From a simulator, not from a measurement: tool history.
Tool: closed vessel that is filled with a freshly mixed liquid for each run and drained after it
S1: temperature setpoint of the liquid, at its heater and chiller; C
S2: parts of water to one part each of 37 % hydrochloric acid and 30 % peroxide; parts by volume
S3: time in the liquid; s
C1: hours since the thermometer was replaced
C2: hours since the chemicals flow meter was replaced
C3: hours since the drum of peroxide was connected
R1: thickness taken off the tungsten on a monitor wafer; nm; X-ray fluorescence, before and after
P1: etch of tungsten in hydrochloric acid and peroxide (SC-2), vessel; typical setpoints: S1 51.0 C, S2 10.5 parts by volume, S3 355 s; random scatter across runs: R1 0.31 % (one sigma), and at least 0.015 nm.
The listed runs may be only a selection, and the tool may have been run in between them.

Run 1, day 0.404: S1 51.0 C, S2 10.5 parts by volume, S3 355 s; C1 298.7; C2 584.4; C3 103.2. Result: R1 43.3070 nm.
Run 2, day 0.750: S1 63.5 C, S2 18.5 parts by volume, S3 355 s; C1 307.0; C2 592.7; C3 111.5. Result: R1 58.5200 nm.
Run 3, day 1.254: S1 51.0 C, S2 10.5 parts by volume, S3 355 s; C1 319.1; C2 604.8; C3 123.6. Result: R1 43.3020 nm.
Run 4, day 1.892: S1 51.0 C, S2 18.5 parts by volume, S3 355 s; C1 334.4; C2 620.1; C3 138.9. Result: R1 26.3180 nm.
Run 5, day 2.492: S1 51.0 C, S2 10.5 parts by volume, S3 715 s; C1 348.8; C2 634.5; C3 153.3. Result: R1 87.3600 nm.
Run 6, day 3.138: S1 51.0 C, S2 10.5 parts by volume, S3 355 s; C1 364.3; C2 650.0; C3 168.8. Result: R1 43.0450 nm.
Run 7, day 3.492: S1 51.0 C, S2 10.5 parts by volume, S3 60 s; C1 372.8; C2 658.5; C3 177.3. Result: R1 7.3134 nm.
Run 8, day 3.804: S1 38.5 C, S2 10.5 parts by volume, S3 355 s; C1 380.3; C2 666.0; C3 184.8. Result: R1 18.3260 nm.
Run 9, day 4.425: S1 51.0 C, S2 4.0 parts by volume, S3 355 s; C1 395.2; C2 680.9; C3 199.7. Result: R1 89.9000 nm.
Run 10, day 5.071: S1 67.5 C, S2 10.5 parts by volume, S3 355 s; C1 410.7; C2 696.4; C3 215.2. Result: R1 122.1300 nm.
Run 11, day 5.671: S1 51.0 C, S2 10.5 parts by volume, S3 355 s; C1 425.1; C2 710.8; C3 229.6. Result: R1 43.3250 nm.
Run 12, day 6.338: S1 51.0 C, S2 10.5 parts by volume, S3 355 s; C1 441.1; C2 726.8; C3 245.6. Result: R1 43.2770 nm.
Run 13, day 6.838: S1 51.0 C, S2 10.5 parts by volume, S3 355 s; C1 453.1; C2 738.8; C3 257.6. Result: R1 43.3470 nm.
Run 14, day 7.392: S1 51.0 C, S2 10.5 parts by volume, S3 355 s; C1 466.4; C2 752.1; C3 270.9. Result: R1 43.2330 nm.
Run 15, day 7.838: S1 51.0 C, S2 10.5 parts by volume, S3 355 s; C1 477.1; C2 762.8; C3 281.6. Result: R1 45.1780 nm.
Run 16, day 8.462: S1 51.0 C, S2 10.5 parts by volume, S3 355 s; C1 492.1; C2 777.8; C3 296.6. Result: R1 46.4110 nm.
Run 17, day 9.012: S1 51.0 C, S2 10.5 parts by volume, S3 355 s; C1 505.3; C2 791.0; C3 309.8. Result: R1 47.0320 nm.
Run 18, day 9.421: S1 51.0 C, S2 10.5 parts by volume, S3 355 s; C1 515.1; C2 800.8; C3 319.6. Result: R1 47.1410 nm.
Run 19, day 9.808: S1 51.0 C, S2 10.5 parts by volume, S3 355 s; C1 524.4; C2 810.1; C3 328.9. Result: R1 47.2440 nm.
Run 20, day 10.404: S1 51.0 C, S2 10.5 parts by volume, S3 355 s; C1 538.7; C2 824.4; C3 343.2. Result: R1 47.3940 nm.

P1 no longer gives what it gave before; its output has crept away from where it was. The following 2 causes, each at its listed size, fit the log equally well:
A: chemicals flow above the setpoint (%) = 11.5
B: liquid hotter than its thermometer reads (K) = 1.38
Onset of the creep was near day 7.392.
Excluded causes, each with its reason:
peroxide weaker than its label (%): capped at 8; at that size R1 would change by -7.4 %, too little to explain the creep or opposite to it

Each of the 4 check runs below uses one wafer; its results are left as question marks. Which run tells the causes apart?
Run check 1, day 11.000: S1 65.0 C, S2 10.5 parts by volume, S3 645 s. Result: R1 ?.
Run check 2, day 11.000: S1 42.0 C, S2 4.0 parts by volume, S3 355 s. Result: R1 ?.
Run check 3, day 11.000: S1 58.5 C, S2 10.5 parts by volume, S3 355 s. Result: R1 ?.
Run check 4, day 11.000: S1 51.0 C, S2 18.0 parts by volume, S3 580 s. Result: R1 ?.

If the cause were each of the candidates in turn, the checks would give the following:
  check  result      if A      if B
check 1      R1  209.2000  207.7500
check 2      R1   52.3560   53.6820
check 3      R1   76.9060   76.6270
check 4      R1   48.6460   48.3360
Distance between the nearest two causes, measured in the result of the check that separates them most: check 1 0.69 %; check 2 2.5 %; check 3 0.36 %; check 4 0.64 %
Check 2 is the one run that separates the causes; every other check would come out nearly the same whichever cause is at work.

Check 2 was carried out, with these results: R1 52.3050 nm. Which of the listed causes is responsible?

The correct cause is A, namely: chemicals flow above the setpoint (%).
